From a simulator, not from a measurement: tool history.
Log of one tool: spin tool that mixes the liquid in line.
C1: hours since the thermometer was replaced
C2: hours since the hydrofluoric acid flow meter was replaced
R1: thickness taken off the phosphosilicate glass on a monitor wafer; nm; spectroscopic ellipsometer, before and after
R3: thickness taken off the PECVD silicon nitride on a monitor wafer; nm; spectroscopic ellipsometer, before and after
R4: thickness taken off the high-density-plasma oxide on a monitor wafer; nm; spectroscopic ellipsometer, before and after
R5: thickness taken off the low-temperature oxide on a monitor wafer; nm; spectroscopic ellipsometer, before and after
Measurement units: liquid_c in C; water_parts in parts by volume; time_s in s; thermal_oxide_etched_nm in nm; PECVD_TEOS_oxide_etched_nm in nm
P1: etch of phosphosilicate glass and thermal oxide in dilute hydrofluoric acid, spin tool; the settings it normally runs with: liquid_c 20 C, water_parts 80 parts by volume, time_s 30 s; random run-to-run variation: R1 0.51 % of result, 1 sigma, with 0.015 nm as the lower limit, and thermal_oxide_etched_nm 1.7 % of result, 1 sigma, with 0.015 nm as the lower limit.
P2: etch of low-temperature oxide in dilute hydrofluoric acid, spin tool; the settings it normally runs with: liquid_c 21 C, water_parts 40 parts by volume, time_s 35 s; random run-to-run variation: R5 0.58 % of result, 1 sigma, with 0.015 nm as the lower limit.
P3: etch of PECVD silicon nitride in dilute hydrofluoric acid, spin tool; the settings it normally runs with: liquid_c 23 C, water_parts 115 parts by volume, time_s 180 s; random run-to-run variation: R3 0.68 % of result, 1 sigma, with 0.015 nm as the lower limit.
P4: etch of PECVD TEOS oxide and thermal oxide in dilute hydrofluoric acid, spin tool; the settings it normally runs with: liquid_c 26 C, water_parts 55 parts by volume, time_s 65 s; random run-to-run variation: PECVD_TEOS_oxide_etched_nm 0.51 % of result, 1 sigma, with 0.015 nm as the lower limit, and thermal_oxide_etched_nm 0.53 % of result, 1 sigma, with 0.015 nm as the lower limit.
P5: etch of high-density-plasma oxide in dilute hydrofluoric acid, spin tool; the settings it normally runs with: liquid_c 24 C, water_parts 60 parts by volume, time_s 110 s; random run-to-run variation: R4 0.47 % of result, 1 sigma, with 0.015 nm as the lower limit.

{"run": 1, "hour": 10.7, "process": "P1", "liquid_c": 20, "water_parts": 80, "time_s": 30, "C1": 292.5, "C2": 172.6, "R1": 28.753, "thermal_oxide_etched_nm": 1.4675}
{"run": 2, "hour": 21.9, "process": "P3", "liquid_c": 23, "water_parts": 115, "time_s": 90, "C1": 303.7, "C2": 183.8, "R3": 1.503}
{"run": 3, "hour": 32.0, "process": "P3", "liquid_c": 23, "water_parts": 115, "time_s": 180, "C1": 313.8, "C2": 193.9, "R3": 3.016}
{"run": 4, "hour": 49.7, "process": "P3", "liquid_c": 18, "water_parts": 115, "time_s": 180, "C1": 331.5, "C2": 211.6, "R3": 2.1611}
{"run": 5, "hour": 61.1, "process": "P1", "liquid_c": 20, "water_parts": 80, "time_s": 30, "C1": 342.9, "C2": 223, "R1": 28.626, "thermal_oxide_etched_nm": 1.5022}
{"run": 6, "hour": 75.6, "process": "P5", "liquid_c": 24, "water_parts": 60, "time_s": 165, "C1": 357.4, "C2": 237.5, "R4": 16.998}
{"run": 7, "hour": 86.4, "process": "P5", "liquid_c": 24, "water_parts": 60, "time_s": 110, "C1": 368.2, "C2": 248.3, "R4": 11.333}
{"run": 8, "hour": 102.1, "process": "P1", "liquid_c": 20, "water_parts": 80, "time_s": 55, "C1": 383.9, "C2": 264, "R1": 52.513, "thermal_oxide_etched_nm": 2.7345}
{"run": 9, "hour": 113.1, "process": "P2", "liquid_c": 21, "water_parts": 40, "time_s": 35, "C1": 394.9, "C2": 275, "R5": 20.885}
{"run": 10, "hour": 121.5, "process": "P1", "liquid_c": 20, "water_parts": 80, "time_s": 30, "C1": 403.3, "C2": 283.4, "R1": 28.904, "thermal_oxide_etched_nm": 1.4949}
{"hour": 136.0, "done": "hydrofluoric acid flow meter replaced"}
{"run": 11, "hour": 137.1, "process": "P1", "liquid_c": 20, "water_parts": 45, "time_s": 30, "C1": 418.9, "C2": 1.1, "R1": 53.067, "thermal_oxide_etched_nm": 2.8223}
{"run": 12, "hour": 152.8, "process": "P1", "liquid_c": 20, "water_parts": 80, "time_s": 30, "C1": 434.6, "C2": 16.8, "R1": 28.69, "thermal_oxide_etched_nm": 1.5359}
{"run": 13, "hour": 163.4, "process": "P1", "liquid_c": 17, "water_parts": 80, "time_s": 30, "C1": 445.2, "C2": 27.4, "R1": 25.4, "thermal_oxide_etched_nm": 1.3063}
{"run": 14, "hour": 177.8, "process": "P1", "liquid_c": 17, "water_parts": 130, "time_s": 30, "C1": 459.6, "C2": 41.8, "R1": 14.72, "thermal_oxide_etched_nm": 0.75079}
{"run": 15, "hour": 188.6, "process": "P4", "liquid_c": 21.5, "water_parts": 55, "time_s": 65, "C1": 470.4, "C2": 52.6, "thermal_oxide_etched_nm": 5.0506, "PECVD_TEOS_oxide_etched_nm": 20.583}
{"run": 16, "hour": 202.4, "process": "P1", "liquid_c": 24.5, "water_parts": 80, "time_s": 30, "C1": 484.2, "C2": 66.4, "R1": 34.602, "thermal_oxide_etched_nm": 1.7671}
{"run": 17, "hour": 215.0, "process": "P4", "liquid_c": 26, "water_parts": 55, "time_s": 65, "C1": 496.8, "C2": 79, "thermal_oxide_etched_nm": 6.1078, "PECVD_TEOS_oxide_etched_nm": 24.811}
{"run": 18, "hour": 226.8, "process": "P2", "liquid_c": 21, "water_parts": 40, "time_s": 50, "C1": 508.6, "C2": 90.8, "R5": 29.882}
{"run": 19, "hour": 239.2, "process": "P3", "liquid_c": 23, "water_parts": 50, "time_s": 180, "C1": 521, "C2": 103.2, "R3": 6.8076}
{"run": 20, "hour": 248.1, "process": "P1", "liquid_c": 20, "water_parts": 80, "time_s": 30, "C1": 529.9, "C2": 112.1, "R1": 28.668, "thermal_oxide_etched_nm": 1.5082}
{"run": 21, "hour": 262.5, "process": "P1", "liquid_c": 27, "water_parts": 115, "time_s": 30, "C1": 544.3, "C2": 126.5, "R1": 25.397, "thermal_oxide_etched_nm": 1.3191}
{"run": 22, "hour": 276.4, "process": "P2", "liquid_c": 21, "water_parts": 25, "time_s": 35, "C1": 558.2, "C2": 140.4, "R5": 33.913}
{"run": 23, "hour": 292.7, "process": "P5", "liquid_c": 24, "water_parts": 30, "time_s": 110, "C1": 574.5, "C2": 156.7, "R4": 23.502}
{"run": 24, "hour": 307.3, "process": "P5", "liquid_c": 24, "water_parts": 60, "time_s": 110, "C1": 589.1, "C2": 171.3, "R4": 11.296}
{"run": 25, "hour": 321.8, "process": "P2", "liquid_c": 26, "water_parts": 40, "time_s": 35, "C1": 603.6, "C2": 185.8, "R5": 25.998}
{"run": 26, "hour": 331.4, "process": "P4", "liquid_c": 26, "water_parts": 90, "time_s": 65, "C1": 613.2, "C2": 195.4, "thermal_oxide_etched_nm": 3.5344, "PECVD_TEOS_oxide_etched_nm": 14.51}
{"run": 27, "hour": 342.5, "process": "P1", "liquid_c": 20, "water_parts": 115, "time_s": 30, "C1": 624.3, "C2": 206.5, "R1": 19.221, "thermal_oxide_etched_nm": 0.98855}
{"run": 28, "hour": 355.7, "process": "P1", "liquid_c": 20, "water_parts": 80, "time_s": 15, "C1": 637.5, "C2": 219.7, "R1": 14.236, "thermal_oxide_etched_nm": 0.76776}
{"run": 29, "hour": 364.2, "process": "P4", "liquid_c": 26, "water_parts": 55, "time_s": 15, "C1": 646, "C2": 228.2, "thermal_oxide_etched_nm": 1.4044, "PECVD_TEOS_oxide_etched_nm": 5.7164}
{"run": 30, "hour": 379.9, "process": "P5", "liquid_c": 20.5, "water_parts": 60, "time_s": 110, "C1": 661.7, "C2": 243.9, "R4": 9.8188}
{"run": 31, "hour": 397.4, "process": "P1", "liquid_c": 20, "water_parts": 80, "time_s": 30, "C1": 679.2, "C2": 261.4, "R1": 28.92, "thermal_oxide_etched_nm": 1.5345}
{"run": 32, "hour": 415.0, "process": "P1", "liquid_c": 20, "water_parts": 80, "time_s": 30, "C1": 696.8, "C2": 279, "R1": 29.595, "thermal_oxide_etched_nm": 1.5393}
{"run": 33, "hour": 428.8, "process": "P1", "liquid_c": 20, "water_parts": 80, "time_s": 30, "C1": 710.6, "C2": 292.8, "R1": 30.501, "thermal_oxide_etched_nm": 1.6434}
{"run": 34, "hour": 445.5, "process": "P1", "liquid_c": 20, "water_parts": 80, "time_s": 30, "C1": 727.3, "C2": 309.5, "R1": 30.981, "thermal_oxide_etched_nm": 1.6106}

The next listed run, before its measurement:
{"run": 35, "hour": 462.0, "process": "P1", "liquid_c": 20, "water_parts": 80, "time_s": 30, "C1": 743.8, "C2": 326, "R1": "?", "thermal_oxide_etched_nm": "?"}

{"run 35": {"R1": 31.241, "thermal_oxide_etched_nm": 1.5644}}
